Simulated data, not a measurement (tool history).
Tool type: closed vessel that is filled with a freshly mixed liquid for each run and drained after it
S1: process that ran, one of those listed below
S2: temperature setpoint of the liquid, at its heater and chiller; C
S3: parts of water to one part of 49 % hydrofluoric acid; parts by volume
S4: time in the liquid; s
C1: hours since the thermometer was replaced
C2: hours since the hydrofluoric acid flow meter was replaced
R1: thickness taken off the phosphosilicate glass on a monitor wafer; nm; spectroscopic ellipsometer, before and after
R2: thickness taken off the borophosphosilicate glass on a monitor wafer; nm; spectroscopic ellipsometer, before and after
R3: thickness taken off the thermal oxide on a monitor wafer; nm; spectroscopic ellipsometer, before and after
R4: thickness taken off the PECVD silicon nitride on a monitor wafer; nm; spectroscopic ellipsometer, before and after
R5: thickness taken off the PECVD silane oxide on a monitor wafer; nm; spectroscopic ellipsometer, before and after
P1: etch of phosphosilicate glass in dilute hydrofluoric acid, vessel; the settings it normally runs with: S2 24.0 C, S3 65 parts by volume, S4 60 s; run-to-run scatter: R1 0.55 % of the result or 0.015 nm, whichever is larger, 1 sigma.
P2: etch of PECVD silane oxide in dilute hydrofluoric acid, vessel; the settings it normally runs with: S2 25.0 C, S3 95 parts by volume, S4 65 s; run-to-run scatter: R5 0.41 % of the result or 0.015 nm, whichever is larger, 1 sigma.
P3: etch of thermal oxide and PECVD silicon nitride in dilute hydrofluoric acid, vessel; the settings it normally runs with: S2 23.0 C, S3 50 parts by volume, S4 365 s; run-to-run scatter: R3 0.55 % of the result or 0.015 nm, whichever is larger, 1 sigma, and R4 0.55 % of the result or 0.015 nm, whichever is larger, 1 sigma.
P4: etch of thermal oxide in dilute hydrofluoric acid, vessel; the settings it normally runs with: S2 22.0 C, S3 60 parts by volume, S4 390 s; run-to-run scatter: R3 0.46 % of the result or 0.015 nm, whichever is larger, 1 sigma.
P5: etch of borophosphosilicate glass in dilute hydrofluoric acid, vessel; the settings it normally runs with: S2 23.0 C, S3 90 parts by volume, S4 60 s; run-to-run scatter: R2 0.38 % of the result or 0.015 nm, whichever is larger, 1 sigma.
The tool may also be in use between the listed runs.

| run | day | S1 | S2 | S3 | S4 | C1 | C2 | R1 | R2 | R3 | R4 | R5 |
|---|---|---|---|---|---|---|---|---|---|---|---|---|
| 1 | 0.271 | P1 | 24.0 | 65 | 60 | 924.6 | 313.5 | 82.871 |  |  |  |  |
| 2 | 0.808 | P5 | 23.0 | 90 | 60 | 937.5 | 326.4 |  | 25.722 |  |  |  |
| 3 | 1.108 | P3 | 23.0 | 70 | 365 | 944.7 | 333.6 |  |  | 24.0700 | 8.4046 |  |
| 4 | 1.662 | P2 | 25.0 | 140 | 65 | 958.0 | 346.9 |  |  |  |  | 16.462 |
| 5 | 2.083 | P4 | 22.0 | 60 | 115 | 968.1 | 357.0 |  |  | 9.2986 |  |  |
| 6 | 2.446 | P1 | 24.0 | 35 | 60 | 976.8 | 365.7 | 161.400 |  |  |  |  |
| 7 | 2.883 | P3 | 23.0 | 50 | 75 | 987.3 | 376.2 |  |  | 7.1624 | 2.4215 |  |
| 8 | 3.492 | P5 | 23.0 | 90 | 30 | 1001.9 | 390.8 |  | 12.871 |  |  |  |
| 9 | 3.900 | P4 | 22.0 | 60 | 390 | 1011.7 | 400.6 |  |  | 31.3740 |  |  |
| 10 | 4.192 | P1 | 24.0 | 65 | 60 | 1018.7 | 407.6 | 82.895 |  |  |  |  |
| 11 | 4.521 | P3 | 17.0 | 50 | 365 | 1026.6 | 415.5 |  |  | 26.9500 | 7.8638 |  |
| 12 | 5.025 | P1 | 30.0 | 65 | 60 | 1038.7 | 427.6 | 105.600 |  |  |  |  |
| 13 | 5.296 | P1 | 28.5 | 45 | 60 | 1045.2 | 434.1 | 148.060 |  |  |  |  |
| 14 | 5.888 | P3 | 23.0 | 50 | 365 | 1059.4 | 448.3 |  |  | 34.9080 | 11.8460 |  |
| 15 | 6.200 | P1 | 24.0 | 65 | 60 | 1066.9 | 455.8 | 83.028 |  |  |  |  |
| 16 | 6.762 | P1 | 24.0 | 65 | 60 | 1080.4 | 469.3 | 83.739 |  |  |  |  |
| 17 | 7.275 | P1 | 24.0 | 65 | 60 | 1092.7 | 481.6 | 83.853 |  |  |  |  |
| 18 | 7.662 | P2 | 25.0 | 95 | 65 | 1102.0 | 490.9 |  |  |  |  | 25.582 |
| 19 | 7.967 | P1 | 24.0 | 65 | 60 | 1109.3 | 498.2 | 82.657 |  |  |  |  |
| 20 | 8.538 | P2 | 21.0 | 95 | 65 | 1123.0 | 511.9 |  |  |  |  | 21.724 |
| 21 | 8.996 | P5 | 28.0 | 90 | 60 | 1134.0 | 522.9 |  | 31.153 |  |  |  |
| 22 | 9.592 | P4 | 17.0 | 60 | 390 | 1148.3 | 537.2 |  |  | 25.3740 |  |  |
| 23 | 10.054 | P1 | 24.0 | 90 | 60 | 1159.4 | 548.3 | 58.864 |  |  |  |  |
| 24 | 10.492 | P1 | 17.0 | 65 | 60 | 1169.9 | 558.8 | 62.242 |  |  |  |  |
|  | 10.567 | hydrofluoric acid flow meter replaced |
| 25 | 11.033 | P1 | 24.0 | 65 | 30 | 1182.9 | 11.2 | 41.410 |  |  |  |  |

What does the tool deliver on the next run?
| 26 | 11.458 | P1 | 24.0 | 65 | 115 | 1193.1 | 21.4 | ? |  |  |  |  |

{"run 26": {"R1": 160.78}}

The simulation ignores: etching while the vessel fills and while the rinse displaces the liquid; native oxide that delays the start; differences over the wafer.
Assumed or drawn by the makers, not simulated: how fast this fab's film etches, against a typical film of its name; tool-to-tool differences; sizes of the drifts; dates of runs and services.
